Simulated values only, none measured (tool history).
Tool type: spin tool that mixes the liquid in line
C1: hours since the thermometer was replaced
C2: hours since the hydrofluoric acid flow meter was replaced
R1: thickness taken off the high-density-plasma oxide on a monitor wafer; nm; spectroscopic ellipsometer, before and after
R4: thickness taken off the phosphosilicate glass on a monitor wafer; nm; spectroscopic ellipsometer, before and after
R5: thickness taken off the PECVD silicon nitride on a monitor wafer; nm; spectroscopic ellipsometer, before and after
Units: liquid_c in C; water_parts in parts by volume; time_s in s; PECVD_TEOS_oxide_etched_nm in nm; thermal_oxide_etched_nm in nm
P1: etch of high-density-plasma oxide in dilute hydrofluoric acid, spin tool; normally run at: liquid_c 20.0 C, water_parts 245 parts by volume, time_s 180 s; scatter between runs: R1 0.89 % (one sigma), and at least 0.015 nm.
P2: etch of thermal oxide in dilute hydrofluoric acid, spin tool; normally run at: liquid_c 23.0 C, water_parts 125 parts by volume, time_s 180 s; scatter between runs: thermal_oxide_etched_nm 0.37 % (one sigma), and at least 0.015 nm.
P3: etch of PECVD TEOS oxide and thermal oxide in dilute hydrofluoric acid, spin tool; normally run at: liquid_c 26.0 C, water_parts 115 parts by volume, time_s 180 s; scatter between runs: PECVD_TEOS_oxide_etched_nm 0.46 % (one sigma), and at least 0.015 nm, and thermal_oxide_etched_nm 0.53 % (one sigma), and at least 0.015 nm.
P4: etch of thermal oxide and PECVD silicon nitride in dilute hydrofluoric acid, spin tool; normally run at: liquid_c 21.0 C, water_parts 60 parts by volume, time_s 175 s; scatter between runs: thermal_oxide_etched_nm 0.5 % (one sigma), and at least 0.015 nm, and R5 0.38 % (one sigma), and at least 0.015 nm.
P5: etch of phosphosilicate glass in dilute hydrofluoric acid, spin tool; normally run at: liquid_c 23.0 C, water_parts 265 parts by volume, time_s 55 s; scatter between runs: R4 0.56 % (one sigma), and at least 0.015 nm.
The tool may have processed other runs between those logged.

run 1 hour=5.3 | process=P1 liquid_c=20.0 water_parts=245 time_s=180 | C1=194.5 C2=405.1 | R1=2.99640
run 2 hour=9.7 | process=P1 liquid_c=25.5 water_parts=245 time_s=180 | C1=198.9 C2=409.5 | R1=3.68060
run 3 hour=18.7 | process=P3 liquid_c=20.0 water_parts=115 time_s=180 | C1=207.9 C2=418.5 | PECVD_TEOS_oxide_etched_nm=11.1050 thermal_oxide_etched_nm=5.8283
run 4 hour=25.1 | process=P5 liquid_c=23.0 water_parts=265 time_s=55 | C1=214.3 C2=424.9 | R4=9.4921
run 5 hour=30.7 | process=P5 liquid_c=23.0 water_parts=265 time_s=55 | C1=219.9 C2=430.5 | R4=9.5044
run 6 hour=37.3 | process=P1 liquid_c=20.0 water_parts=245 time_s=180 | C1=226.5 C2=437.1 | R1=3.00890
run 7 hour=45.0 | process=P3 liquid_c=26.0 water_parts=115 time_s=180 | C1=234.2 C2=444.8 | PECVD_TEOS_oxide_etched_nm=14.2170 thermal_oxide_etched_nm=7.4662
run 8 hour=53.2 | process=P5 liquid_c=31.0 water_parts=265 time_s=55 | C1=242.4 C2=453.0 | R4=12.4860
run 9 hour=61.2 | process=P1 liquid_c=25.5 water_parts=115 time_s=180 | C1=250.4 C2=461.0 | R1=9.15930
run 10 hour=66.8 | process=P1 liquid_c=17.0 water_parts=245 time_s=180 | C1=256.0 C2=466.6 | R1=2.70330
run 11 hour=72.1 | process=P1 liquid_c=20.0 water_parts=410 time_s=180 | C1=261.3 C2=471.9 | R1=1.53340
run 12 hour=80.1 | process=P1 liquid_c=20.0 water_parts=245 time_s=305 | C1=269.3 C2=479.9 | R1=5.09740
run 13 hour=87.5 | process=P2 liquid_c=23.0 water_parts=125 time_s=180 | C1=276.7 C2=487.3 | thermal_oxide_etched_nm=6.3508
run 14 hour=96.7 | process=P1 liquid_c=17.0 water_parts=245 time_s=330 | C1=285.9 C2=496.5 | R1=4.94750
run 15 hour=103.3 | process=P1 liquid_c=20.0 water_parts=245 time_s=180 | C1=292.5 C2=503.1 | R1=2.97740
run 16 hour=112.6 | process=P1 liquid_c=20.0 water_parts=245 time_s=45 | C1=301.8 C2=512.4 | R1=0.75659
run 17 hour=119.8 | process=P1 liquid_c=20.0 water_parts=150 time_s=180 | C1=309.0 C2=519.6 | R1=5.26420
run 18 hour=128.4 | process=P4 liquid_c=21.0 water_parts=60 time_s=175 | C1=317.6 C2=528.2 | thermal_oxide_etched_nm=12.8920 R5=10.5100
run 19 hour=136.4 | process=P3 liquid_c=26.0 water_parts=115 time_s=180 | C1=325.6 C2=536.2 | PECVD_TEOS_oxide_etched_nm=14.0360 thermal_oxide_etched_nm=7.3153
run 20 hour=143.3 | process=P3 liquid_c=26.0 water_parts=115 time_s=70 | C1=332.5 C2=543.1 | PECVD_TEOS_oxide_etched_nm=5.4991 thermal_oxide_etched_nm=2.8720
run 21 hour=150.3 | process=P5 liquid_c=23.0 water_parts=400 time_s=55 | C1=339.5 C2=550.1 | R4=5.6013
run 22 hour=160.4 | process=P4 liquid_c=21.0 water_parts=60 time_s=95 | C1=349.6 C2=560.2 | thermal_oxide_etched_nm=6.9729 R5=5.7631
run 23 hour=169.9 | process=P2 liquid_c=23.0 water_parts=50 time_s=180 | C1=359.1 C2=569.7 | thermal_oxide_etched_nm=17.2210
run 24 hour=177.6 | process=P2 liquid_c=23.0 water_parts=125 time_s=180 | C1=366.8 C2=577.4 | thermal_oxide_etched_nm=6.3070
run 25 hour=183.9 | process=P3 liquid_c=26.0 water_parts=70 time_s=180 | C1=373.1 C2=583.7 | PECVD_TEOS_oxide_etched_nm=24.4410 thermal_oxide_etched_nm=12.9910
run 26 hour=189.1 | process=P2 liquid_c=23.0 water_parts=125 time_s=75 | C1=378.3 C2=588.9 | thermal_oxide_etched_nm=2.6404
run 27 hour=193.7 | process=P2 liquid_c=17.0 water_parts=125 time_s=180 | C1=382.9 C2=593.5 | thermal_oxide_etched_nm=4.9179
run 28 hour=202.1 | process=P4 liquid_c=17.0 water_parts=60 time_s=175 | C1=391.3 C2=601.9 | thermal_oxide_etched_nm=10.9350 R5=7.9308
run 29 hour=208.8 | process=P1 liquid_c=17.0 water_parts=245 time_s=260 | C1=398.0 C2=608.6 | R1=3.90300
run 30 hour=213.6 | process=P1 liquid_c=20.0 water_parts=245 time_s=180 | C1=402.8 C2=613.4 | R1=2.98860
run 31 hour=223.0 | process=P4 liquid_c=21.0 water_parts=85 time_s=175 | C1=412.2 C2=622.8 | thermal_oxide_etched_nm=8.7687 R5=7.4916
run 32 hour=227.4 | process=P5 liquid_c=23.0 water_parts=265 time_s=80 | C1=416.6 C2=627.2 | R4=14.0090
run 33 hour=236.7 | process=P4 liquid_c=21.0 water_parts=60 time_s=175 | C1=425.9 C2=636.5 | thermal_oxide_etched_nm=12.8130 R5=10.4930
run 34 hour=244.7 | process=P1 liquid_c=20.0 water_parts=245 time_s=180 | C1=433.9 C2=644.5 | R1=2.99870
run 35 hour=249.3 | process=P1 liquid_c=20.0 water_parts=245 time_s=180 | C1=438.5 C2=649.1 | R1=3.09270
run 36 hour=259.3 | process=P1 liquid_c=20.0 water_parts=245 time_s=180 | C1=448.5 C2=659.1 | R1=3.18550
run 37 hour=264.5 | process=P1 liquid_c=20.0 water_parts=245 time_s=180 | C1=453.7 C2=664.3 | R1=3.19650
run 38 hour=273.4 | process=P1 liquid_c=20.0 water_parts=245 time_s=180 | C1=462.6 C2=673.2 | R1=3.22560
run 39 hour=280.5 | process=P1 liquid_c=20.0 water_parts=245 time_s=180 | C1=469.7 C2=680.3 | R1=3.22060
run 40 hour=290.6 | process=P1 liquid_c=20.0 water_parts=245 time_s=180 | C1=479.8 C2=690.4 | R1=3.31800

What P1 gives has crept off from where it sat before. The 2 causes that follow fit the log equally well, each at the size noted:
A: liquid hotter than its thermometer reads (K) = 2.28
B: hydrofluoric acid flow above the setpoint (%) = 7.16
Onset of the creep was near hour 244.7.

Consider the 4 single-wafer check runs listed below, results given as question marks: which one distinguishes between the causes by giving clearly different results for each?
run check 1 hour=300.7 | process=P2 liquid_c=23.0 water_parts=125 time_s=180 | thermal_oxide_etched_nm=?
run check 2 hour=300.7 | process=P3 liquid_c=26.0 water_parts=115 time_s=180 | PECVD_TEOS_oxide_etched_nm=? thermal_oxide_etched_nm=?
run check 3 hour=300.7 | process=P4 liquid_c=21.0 water_parts=60 time_s=175 | thermal_oxide_etched_nm=? R5=?
run check 4 hour=300.7 | process=P5 liquid_c=23.0 water_parts=265 time_s=55 | R4=?

How each check would come out, cause by cause:
check=check_1 result=thermal_oxide_etched_nm if_A=6.8911 if_B=6.8242
check=check_2 result=PECVD_TEOS_oxide_etched_nm if_A=15.3370 if_B=15.2170
check=check_2 result=thermal_oxide_etched_nm if_A=8.0553 if_B=7.9920
check=check_3 result=thermal_oxide_etched_nm if_A=14.1450 if_B=13.8590
check=check_3 result=R5 if_A=12.3190 if_B=11.2850
check=check_4 result=R4 if_A=10.3830 if_B=10.4460
Minimum pairwise separation of causes per check, each pair taken at its best-separating result: check 1 0.97 %; check 2 0.79 %; check 3 8.77 %; check 4 0.6 %
Check 3 tells the causes apart: in the others they would give nearly the same result.

Check 3 has now been run. It gave: thermal_oxide_etched_nm 14.2210 nm; R5 12.3290 nm. Which of the candidate causes is it?

It was cause A: liquid hotter than its thermometer reads (K).

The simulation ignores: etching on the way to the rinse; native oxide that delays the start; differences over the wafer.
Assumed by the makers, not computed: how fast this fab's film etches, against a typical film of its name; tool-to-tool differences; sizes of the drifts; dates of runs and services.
